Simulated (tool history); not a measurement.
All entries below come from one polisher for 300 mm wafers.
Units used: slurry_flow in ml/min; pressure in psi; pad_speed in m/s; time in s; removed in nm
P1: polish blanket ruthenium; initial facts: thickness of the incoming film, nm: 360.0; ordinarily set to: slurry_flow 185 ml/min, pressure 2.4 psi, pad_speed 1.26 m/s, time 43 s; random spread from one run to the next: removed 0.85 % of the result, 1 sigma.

| run | hour | slurry_flow | pressure | pad_speed | time | wafers polished on this pad | hours since the slurry nozzle was cleaned | hours since the head pressure was calibrated | removed |
|---|---|---|---|---|---|---|---|---|---|
| 1 | 6.4 | 185 | 2.4 | 1.26 | 43 | 288 | 194.0 | 632.9 | 58.950 |
| 2 | 11.1 | 185 | 2.4 | 0.56 | 43 | 341 | 198.7 | 637.6 | 26.488 |
| 3 | 17.4 | 185 | 2.4 | 1.26 | 43 | 413 | 205.0 | 643.9 | 59.378 |
| 4 | 24.1 | 185 | 2.4 | 1.26 | 43 | 488 | 211.7 | 650.6 | 58.687 |
| 5 | 28.4 | 185 | 2.4 | 1.26 | 22 | 537 | 216.0 | 654.9 | 29.985 |
| 6 | 33.1 | 185 | 2.4 | 1.78 | 43 | 590 | 220.7 | 659.6 | 84.222 |
| 7 | 39.0 | 185 | 2.4 | 1.26 | 43 | 657 | 226.6 | 665.5 | 58.891 |
| 8 | 44.7 | 185 | 2.4 | 1.26 | 43 | 721 | 232.3 | 671.2 | 60.039 |
| 9 | 49.5 | 285 | 2.4 | 1.26 | 24 | 775 | 237.1 | 676.0 | 34.681 |
| 10 | 53.6 | 185 | 2.4 | 1.26 | 43 | 822 | 241.2 | 680.1 | 58.636 |
| 11 | 61.6 | 185 | 2.4 | 1.26 | 66 | 912 | 249.2 | 688.1 | 91.016 |
| 12 | 66.9 | 125 | 2.4 | 1.26 | 29 | 972 | 254.5 | 693.4 | 37.344 |
| 13 | 74.2 | 185 | 2.4 | 1.26 | 43 | 1055 | 261.8 | 700.7 | 58.924 |
| 14 | 81.5 | 185 | 3.7 | 1.26 | 43 | 1137 | 269.1 | 708.0 | 90.616 |
| 15 | 85.5 | 185 | 3.5 | 1.26 | 29 | 1182 | 273.1 | 712.0 | 57.508 |
|  | 90.5 | slurry nozzle cleaned |
| 16 | 92.7 | 110 | 2.4 | 1.26 | 43 | 1264 | 2.3 | 719.2 | 53.721 |
| 17 | 99.2 | 185 | 1.3 | 1.26 | 43 | 1337 | 8.8 | 725.7 | 31.906 |
| 18 | 106.0 | 255 | 2.4 | 1.26 | 43 | 1414 | 15.6 | 732.5 | 61.567 |
| 19 | 110.5 | 185 | 2.4 | 1.26 | 43 | 1465 | 20.1 | 737.0 | 58.971 |
| 20 | 119.0 | 185 | 2.4 | 1.26 | 43 | 1561 | 28.6 | 745.5 | 57.174 |
|  | 125.6 | head pressure recalibrated |
| 21 | 127.1 | 185 | 2.4 | 1.26 | 43 | 1652 | 36.7 | 1.5 | 56.370 |
| 22 | 135.2 | 185 | 2.4 | 1.26 | 43 | 1744 | 44.8 | 9.6 | 55.424 |
| 23 | 142.4 | 185 | 2.4 | 1.26 | 43 | 1825 | 52.0 | 16.8 | 53.962 |
| 24 | 146.1 | 185 | 2.4 | 1.26 | 43 | 1867 | 55.7 | 20.5 | 54.519 |
| 25 | 152.9 | 185 | 2.4 | 1.26 | 43 | 1944 | 62.5 | 27.3 | 55.009 |

The output of P1 has drifted from where it used to be. Each of the 2 causes below, taken at the size shown beside it, accounts for the log equally well:
A: removal rate lost through wear of the pad, % = 7.87
B: slurry flow missing at the pad, % = 37.2
The process output started creeping at around hour 110.5.
Ruled out, with reasons:
head's pressure below its setpoint, %: its service at hour 125.6 followed the start of the drift and did not put the process back to its old value

The list below offers 4 check runs, each averaging the results of 3 wafers, and shows each result as a question mark. For which of them would the listed causes give clearly different results?
| check 1 | 159.7 | 120 | 1.6 | 1.26 | 43 |  |  |  | ? |
| check 2 | 159.7 | 185 | 3.1 | 1.00 | 43 |  |  |  | ? |
| check 3 | 159.7 | 185 | 3.3 | 1.00 | 43 |  |  |  | ? |
| check 4 | 159.7 | 185 | 3.1 | 1.26 | 57 |  |  |  | ? |

Expected result of each check under each candidate cause:
| check | result | if A | if B |
|---|---|---|---|
| check 1 | removed | 33.698 | 32.407 |
| check 2 | removed | 55.862 | 55.856 |
| check 3 | removed | 59.466 | 59.460 |
| check 4 | removed | 93.302 | 93.293 |
Separation of the two closest causes in each check, using whichever result separates them best: check 1 3.9 %; check 2 0.01 %; check 3 0.01 %; check 4 0.01 %
Check 1 is the one run that separates the causes; every other check would come out nearly the same whichever cause is at work.

Here is what check 1 returned: removed 32.444 nm. Which cause is it?

The correct cause is B, namely: slurry flow missing at the pad, %.

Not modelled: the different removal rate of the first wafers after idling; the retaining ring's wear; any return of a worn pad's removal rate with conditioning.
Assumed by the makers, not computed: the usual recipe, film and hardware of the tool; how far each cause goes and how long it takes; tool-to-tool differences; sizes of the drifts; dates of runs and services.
